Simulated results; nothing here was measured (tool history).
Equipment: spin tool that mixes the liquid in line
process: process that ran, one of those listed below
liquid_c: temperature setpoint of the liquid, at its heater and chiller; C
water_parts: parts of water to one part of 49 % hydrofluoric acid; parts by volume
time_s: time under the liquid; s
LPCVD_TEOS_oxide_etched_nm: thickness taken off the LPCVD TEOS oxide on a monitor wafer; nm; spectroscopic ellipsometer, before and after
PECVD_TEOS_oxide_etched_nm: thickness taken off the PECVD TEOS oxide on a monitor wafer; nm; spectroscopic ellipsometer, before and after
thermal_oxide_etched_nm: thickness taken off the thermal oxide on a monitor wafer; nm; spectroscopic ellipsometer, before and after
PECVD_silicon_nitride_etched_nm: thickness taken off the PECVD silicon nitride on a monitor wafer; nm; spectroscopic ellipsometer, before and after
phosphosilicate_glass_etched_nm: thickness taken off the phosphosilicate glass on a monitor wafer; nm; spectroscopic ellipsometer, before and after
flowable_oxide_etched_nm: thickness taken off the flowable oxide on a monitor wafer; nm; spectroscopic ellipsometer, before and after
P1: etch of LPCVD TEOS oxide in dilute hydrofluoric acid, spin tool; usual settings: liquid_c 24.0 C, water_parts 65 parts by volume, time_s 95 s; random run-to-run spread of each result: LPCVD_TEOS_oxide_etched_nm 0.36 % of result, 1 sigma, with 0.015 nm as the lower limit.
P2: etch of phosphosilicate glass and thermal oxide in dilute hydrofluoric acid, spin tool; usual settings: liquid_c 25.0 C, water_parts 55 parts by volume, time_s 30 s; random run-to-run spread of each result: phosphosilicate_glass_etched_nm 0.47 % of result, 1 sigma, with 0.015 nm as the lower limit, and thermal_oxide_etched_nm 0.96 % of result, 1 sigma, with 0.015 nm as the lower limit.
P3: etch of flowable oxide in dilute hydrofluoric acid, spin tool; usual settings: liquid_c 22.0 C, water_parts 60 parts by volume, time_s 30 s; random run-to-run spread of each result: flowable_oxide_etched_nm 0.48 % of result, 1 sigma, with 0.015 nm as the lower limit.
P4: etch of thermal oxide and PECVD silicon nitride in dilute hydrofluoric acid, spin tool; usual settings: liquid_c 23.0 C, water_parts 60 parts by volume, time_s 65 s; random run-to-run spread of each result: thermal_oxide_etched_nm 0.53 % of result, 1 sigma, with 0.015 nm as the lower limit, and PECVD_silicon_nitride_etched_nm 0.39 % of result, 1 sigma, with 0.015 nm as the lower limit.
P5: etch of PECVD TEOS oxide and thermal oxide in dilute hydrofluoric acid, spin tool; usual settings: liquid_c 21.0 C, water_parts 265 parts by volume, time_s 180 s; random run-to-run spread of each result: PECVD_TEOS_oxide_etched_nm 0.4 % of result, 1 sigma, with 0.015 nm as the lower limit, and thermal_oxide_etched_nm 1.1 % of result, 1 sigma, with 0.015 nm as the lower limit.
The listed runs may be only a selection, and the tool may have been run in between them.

run,hour,process,liquid_c,water_parts,time_s,hours since the thermometer was replaced,hours since the hydrofluoric acid flow meter was replaced,LPCVD_TEOS_oxide_etched_nm,PECVD_TEOS_oxide_etched_nm,thermal_oxide_etched_nm,PECVD_silicon_nitride_etched_nm,phosphosilicate_glass_etched_nm,flowable_oxide_etched_nm
1,9.5,P1,24.0,65,95,436.2,1193.3,41.7620,,,,,
2,18.5,P5,21.0,265,40,445.2,1202.3,,1.0843,0.49013,,,
3,28.2,P4,23.0,60,65,454.9,1212.0,,,5.30440,5.8224,,
4,33.0,P4,23.0,60,65,459.7,1216.8,,,5.29820,5.7873,,
5,39.8,P2,25.0,30,30,466.5,1223.6,,,5.11770,,93.887,
6,45.9,P1,24.0,40,95,472.6,1229.7,69.9070,,,,,
7,52.6,P2,25.0,55,30,479.3,1236.4,,,2.65160,,48.798,
8,61.9,P4,23.0,60,15,488.6,1245.7,,,1.25530,1.3184,,
9,70.8,P3,22.0,95,30,497.5,1254.6,,,,,,10.898
10,76.9,P1,24.0,65,95,503.6,1260.7,41.3570,,,,,
11,85.4,P1,20.5,30,95,512.1,1269.2,81.5390,,,,,
# hour 91.5: thermometer replaced
12,94.0,P4,31.0,60,65,2.6,1277.8,,,7.18190,9.7916,,
13,103.9,P5,21.0,265,180,12.5,1287.7,,4.9732,2.34750,,,
14,114.1,P1,24.0,65,95,22.7,1297.9,41.8070,,,,,
15,123.9,P2,17.0,55,30,32.5,1307.7,,,1.94900,,34.889,
16,128.8,P1,24.0,65,20,37.4,1312.6,8.7759,,,,,
17,136.4,P1,32.5,65,95,45.0,1320.2,58.2310,,,,,
18,142.3,P4,23.0,85,65,50.9,1326.1,,,3.65490,4.1275,,
19,149.4,P1,24.0,65,170,58.0,1333.2,74.3550,,,,,
20,156.1,P3,22.0,60,30,64.7,1339.9,,,,,,18.252
21,166.4,P1,24.0,100,15,75.0,1350.2,4.0906,,,,,
22,172.1,P5,17.0,265,180,80.7,1355.9,,4.2424,1.99550,,,
23,179.1,P5,21.0,265,180,87.7,1362.9,,4.9494,2.35300,,,
24,184.3,P2,25.0,55,60,92.9,1368.1,,,5.42780,,98.351,
25,193.4,P1,24.0,90,95,102.0,1377.2,29.3080,,,,,
26,198.4,P3,22.0,60,65,107.0,1382.2,,,,,,39.089
27,203.4,P1,20.0,65,95,112.0,1387.2,35.1580,,,,,
28,208.3,P3,29.5,60,30,116.9,1392.1,,,,,,24.419
29,213.3,P5,21.0,50,180,121.9,1397.1,,33.0810,15.74000,,,
30,218.6,P1,24.0,65,95,127.2,1402.4,41.7550,,,,,
31,227.3,P1,24.0,65,95,135.9,1411.1,41.8430,,,,,
32,235.8,P1,24.0,65,95,144.4,1419.6,42.8590,,,,,
33,243.6,P1,24.0,65,95,152.2,1427.4,43.6210,,,,,
34,252.7,P1,24.0,65,95,161.3,1436.5,44.3450,,,,,
35,263.0,P1,24.0,65,95,171.6,1446.8,44.6070,,,,,
36,270.6,P1,24.0,65,95,179.2,1454.4,44.7610,,,,,
37,280.5,P1,24.0,65,95,189.1,1464.3,45.0300,,,,,
38,287.2,P1,24.0,65,95,195.8,1471.0,45.0600,,,,,
39,291.9,P1,24.0,65,95,200.5,1475.7,45.3880,,,,,
40,299.6,P1,24.0,65,95,208.2,1483.4,44.9710,,,,,
41,304.7,P1,24.0,65,95,213.3,1488.5,45.1350,,,,,

Compared with where it was, what P1 gives has crept away. Each cause listed below fits the log as well as the rest, at the size given for it:
A: hydrofluoric acid flow above the setpoint (%) = 7.32
B: liquid hotter than its thermometer reads (K) = 1.9
The gradual shift began around hour 227.3.

Consider the 4 single-wafer check runs listed below, results given as question marks: which one distinguishes between the causes by giving clearly different results for each?
check 1,309.8,P4,27.5,60,30,,,,,?,?,,
check 2,309.8,P2,20.0,35,30,,,,,?,,?,
check 3,309.8,P3,27.5,60,60,,,,,,,,?
check 4,309.8,P5,17.0,155,180,,,,?,?,,,

If the cause were each of the candidates in turn, the checks would give the following:
check,result,if A,if B
check 1,thermal_oxide_etched_nm,3.16000,3.15490
check 1,PECVD_silicon_nitride_etched_nm,3.8635,4.0759
check 2,thermal_oxide_etched_nm,3.83960,3.86800
check 2,phosphosilicate_glass_etched_nm,69.081,69.593
check 3,flowable_oxide_etched_nm,48.744,48.664
check 4,PECVD_TEOS_oxide_etched_nm,8.7399,8.7055
check 4,thermal_oxide_etched_nm,4.12880,4.11250
Minimum pairwise separation of causes per check, each pair taken at its best-separating result: check 1 5.35 %; check 2 0.74 %; check 3 0.16 %; check 4 0.39 %
Check 1 distinguishes between the causes, while the remaining checks would return nearly the same result for all of them.

Check 1 was carried out, with these results: thermal_oxide_etched_nm 3.15800 nm; PECVD_silicon_nitride_etched_nm 3.8442 nm. Which of the listed causes is responsible?

It was cause A: hydrofluoric acid flow above the setpoint (%).
